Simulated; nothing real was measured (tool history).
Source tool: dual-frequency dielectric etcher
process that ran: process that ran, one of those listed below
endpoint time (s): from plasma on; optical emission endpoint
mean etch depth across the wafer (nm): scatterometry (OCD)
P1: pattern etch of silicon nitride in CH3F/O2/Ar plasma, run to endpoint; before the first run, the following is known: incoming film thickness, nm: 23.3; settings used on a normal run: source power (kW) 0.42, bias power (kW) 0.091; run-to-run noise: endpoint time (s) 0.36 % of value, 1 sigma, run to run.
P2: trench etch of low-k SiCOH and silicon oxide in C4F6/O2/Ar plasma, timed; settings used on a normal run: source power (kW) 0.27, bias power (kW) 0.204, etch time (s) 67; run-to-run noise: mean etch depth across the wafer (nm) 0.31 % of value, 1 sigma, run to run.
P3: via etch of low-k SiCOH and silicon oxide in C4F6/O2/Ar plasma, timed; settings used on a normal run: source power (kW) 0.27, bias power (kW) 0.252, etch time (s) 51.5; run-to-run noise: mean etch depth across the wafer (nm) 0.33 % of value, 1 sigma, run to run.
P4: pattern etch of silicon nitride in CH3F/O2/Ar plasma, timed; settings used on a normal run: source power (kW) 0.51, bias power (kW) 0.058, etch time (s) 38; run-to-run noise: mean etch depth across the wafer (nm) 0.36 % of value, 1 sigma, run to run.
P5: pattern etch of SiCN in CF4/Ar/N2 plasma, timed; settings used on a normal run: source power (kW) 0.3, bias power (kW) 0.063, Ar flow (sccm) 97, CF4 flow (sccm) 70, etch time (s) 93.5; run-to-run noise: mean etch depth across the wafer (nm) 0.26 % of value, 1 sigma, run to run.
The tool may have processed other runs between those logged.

| run | hour | process that ran | source power (kW) | bias power (kW) | Ar flow (sccm) | CF4 flow (sccm) | etch time (s) | hours since the last wet clean | hours since the last source power generator calibration | hours since the last bias power generator calibration | endpoint time (s) | mean etch depth across the wafer (nm) |
|---|---|---|---|---|---|---|---|---|---|---|---|---|
| 1 | 7.4 | P1 | 0.42 | 0.091 |  |  |  | 127.1 | 2092.2 | 823.2 | 31.529 |  |
| 2 | 12.1 | P5 | 0.3 | 0.063 | 63 | 70 | 93.5 | 131.8 | 2096.9 | 827.9 |  | 58.111 |
| 3 | 15.8 | P1 | 0.42 | 0.091 |  |  |  | 135.5 | 2100.6 | 831.6 | 31.571 |  |
| 4 | 22.2 | P4 | 0.51 | 0.058 |  |  | 38 | 141.9 | 2107 | 838 |  | 27.741 |
| 5 | 28 | P1 | 0.42 | 0.119 |  |  |  | 147.7 | 2112.8 | 843.8 | 28.749 |  |
| 6 | 32.2 | P5 | 0.3 | 0.063 | 97 | 70 | 93.5 | 151.9 | 2117 | 848 |  | 54.87 |
| 7 | 36.6 | P2 | 0.15 | 0.204 |  |  | 67 | 156.3 | 2121.4 | 852.4 |  | 152.97 |
| 8 | 43.9 | P5 | 0.4 | 0.063 | 97 | 70 | 93.5 | 163.6 | 2128.7 | 859.7 |  | 70.414 |
| 9 | 50.5 | P2 | 0.27 | 0.204 |  |  | 99.5 | 170.2 | 2135.3 | 866.3 |  | 284.42 |
| 10 | 55.7 | P1 | 0.52 | 0.069 |  |  |  | 175.4 | 2140.5 | 871.5 | 31.995 |  |
| 11 | 61.7 | P4 | 0.51 | 0.058 |  |  | 38 | 181.4 | 2146.5 | 877.5 |  | 27.829 |
| 12 | 65.4 | P1 | 0.42 | 0.091 |  |  |  | 185.1 | 2150.2 | 881.2 | 31.52 |  |
| 13 | 69.7 | P3 | 0.27 | 0.252 |  |  | 51.5 | 189.4 | 2154.5 | 885.5 |  | 131.09 |
| 14 | 74 | P1 | 0.42 | 0.07 |  |  |  | 193.7 | 2158.8 | 889.8 | 34.634 |  |
| 15 | 78.5 | P1 | 0.58 | 0.091 |  |  |  | 198.2 | 2163.3 | 894.3 | 28.078 |  |
| 16 | 83.7 | P3 | 0.27 | 0.331 |  |  | 51.5 | 203.4 | 2168.5 | 899.5 |  | 144.03 |
| 17 | 89.7 | P2 | 0.27 | 0.204 |  |  | 67 | 209.4 | 2174.5 | 905.5 |  | 190.67 |
| 18 | 95.1 | P3 | 0.36 | 0.252 |  |  | 51.5 | 214.8 | 2179.9 | 910.9 |  | 145.6 |
| 19 | 100.3 | P1 | 0.42 | 0.091 |  |  |  | 220 | 2185.1 | 916.1 | 31.751 |  |
| 20 | 107.2 | P2 | 0.27 | 0.133 |  |  | 67 | 226.9 | 2192 | 923 |  | 166.96 |
| 21 | 112.9 | P4 | 0.62 | 0.058 |  |  | 38 | 232.6 | 2197.7 | 928.7 |  | 29.931 |
| 22 | 119.3 | P5 | 0.3 | 0.063 | 97 | 95 | 93.5 | 239 | 2204.1 | 935.1 |  | 57.205 |
| 23 | 126.8 | P4 | 0.51 | 0.058 |  |  | 29.5 | 246.5 | 2211.6 | 942.6 |  | 21.494 |
| 24 | 132.9 | P1 | 0.42 | 0.091 |  |  |  | 252.6 | 2217.7 | 948.7 | 31.676 |  |
| 25 | 138.1 | P3 | 0.27 | 0.252 |  |  | 68 | 257.8 | 2222.9 | 953.9 |  | 172.64 |
| 26 | 142.9 | P5 | 0.3 | 0.063 | 97 | 70 | 54.5 | 262.6 | 2227.7 | 958.7 |  | 31.825 |
| 27 | 149.6 | P4 | 0.51 | 0.072 |  |  | 38 | 269.3 | 2234.4 | 965.4 |  | 29.725 |
| 28 | 155.5 | P1 | 0.29 | 0.091 |  |  |  | 275.2 | 2240.3 | 971.3 | 36.582 |  |
| 29 | 159.1 | P3 | 0.27 | 0.252 |  |  | 51.5 | 278.8 | 2243.9 | 974.9 |  | 130.62 |
| 30 | 163.6 | P1 | 0.42 | 0.091 |  |  |  | 283.3 | 2248.4 | 979.4 | 31.81 |  |
| 31 | 170.2 | P1 | 0.42 | 0.091 |  |  |  | 289.9 | 2255 | 986 | 31.784 |  |
| 32 | 177.1 | P5 | 0.3 | 0.039 | 97 | 70 | 93.5 | 296.8 | 2261.9 | 992.9 |  | 46.751 |
| 33 | 182.9 | P1 | 0.42 | 0.091 |  |  |  | 302.6 | 2267.7 | 998.7 | 31.54 |  |
| 34 | 186.9 | P1 | 0.42 | 0.091 |  |  |  | 306.6 | 2271.7 | 1002.7 | 31.565 |  |
| 35 | 192.8 | P1 | 0.42 | 0.091 |  |  |  | 312.5 | 2277.6 | 1008.6 | 31.788 |  |
| 36 | 196.6 | P1 | 0.42 | 0.091 |  |  |  | 316.3 | 2281.4 | 1012.4 | 31.996 |  |
| 37 | 201.8 | P1 | 0.42 | 0.091 |  |  |  | 321.5 | 2286.6 | 1017.6 | 32.149 |  |
| 38 | 205.9 | P1 | 0.42 | 0.091 |  |  |  | 325.6 | 2290.7 | 1021.7 | 32.154 |  |
| 39 | 212.2 | P1 | 0.42 | 0.091 |  |  |  | 331.9 | 2297 | 1028 | 32.477 |  |
|  | 218.1 | wet clean of the chamber |
| 40 | 218.9 | P1 | 0.42 | 0.091 |  |  |  | 0.8 | 2303.7 | 1034.7 | 32.163 |  |
| 41 | 225.5 | P1 | 0.42 | 0.091 |  |  |  | 7.4 | 2310.3 | 1041.3 | 32.088 |  |
| 42 | 232.6 | P1 | 0.42 | 0.091 |  |  |  | 14.5 | 2317.4 | 1048.4 | 32.454 |  |
| 43 | 239 | P1 | 0.42 | 0.091 |  |  |  | 20.9 | 2323.8 | 1054.8 | 32.077 |  |

P1 no longer gives what it gave before; its output has crept away from where it was. The following 2 causes, each at its listed size, fit the log equally well:
A: bias power that arrives under what is set, % = 4.98
B: source power that arrives under what is set, % = 4.76
The gradual shift began around hour 182.9.
Ruled out, with reasons:
chamber walls in a state that lowers the etch rate, %: was serviced at hour 218.1, once the creep was under way, yet the earlier output never came back

Each of the 4 check runs below uses one wafer; its results are left as question marks. Which run tells the causes apart?
| check 1 | 245.4 | P5 | 0.3 | 0.063 | 97 | 70 | 93.5 |  |  |  |  | ? |
| check 2 | 245.4 | P4 | 0.51 | 0.058 |  |  | 38 |  |  |  |  | ? |
| check 3 | 245.4 | P3 | 0.27 | 0.252 |  |  | 51.5 |  |  |  |  | ? |
| check 4 | 245.4 | P2 | 0.27 | 0.204 |  |  | 67 |  |  |  |  | ? |

What each check would give under each cause:
| check | result | if A | if B |
|---|---|---|---|
| check 1 | mean etch depth across the wafer (nm) | 53.754 | 52.413 |
| check 2 | mean etch depth across the wafer (nm) | 27.301 | 27.226 |
| check 3 | mean etch depth across the wafer (nm) | 128.06 | 127.95 |
| check 4 | mean etch depth across the wafer (nm) | 188.08 | 187.75 |
Per check, the gap between the least separated pair of causes, taken in the result that splits them most: check 1 2.53 %; check 2 0.27 %; check 3 0.09 %; check 4 0.18 %
The other checks would show nearly matching results whichever cause is true, so check 1 is the only one that separates the causes.

Running check 1 produced the following: mean etch depth across the wafer (nm) 53.661. Which one of the listed causes fits?

Of the candidate causes, it is A: bias power that arrives under what is set, %.
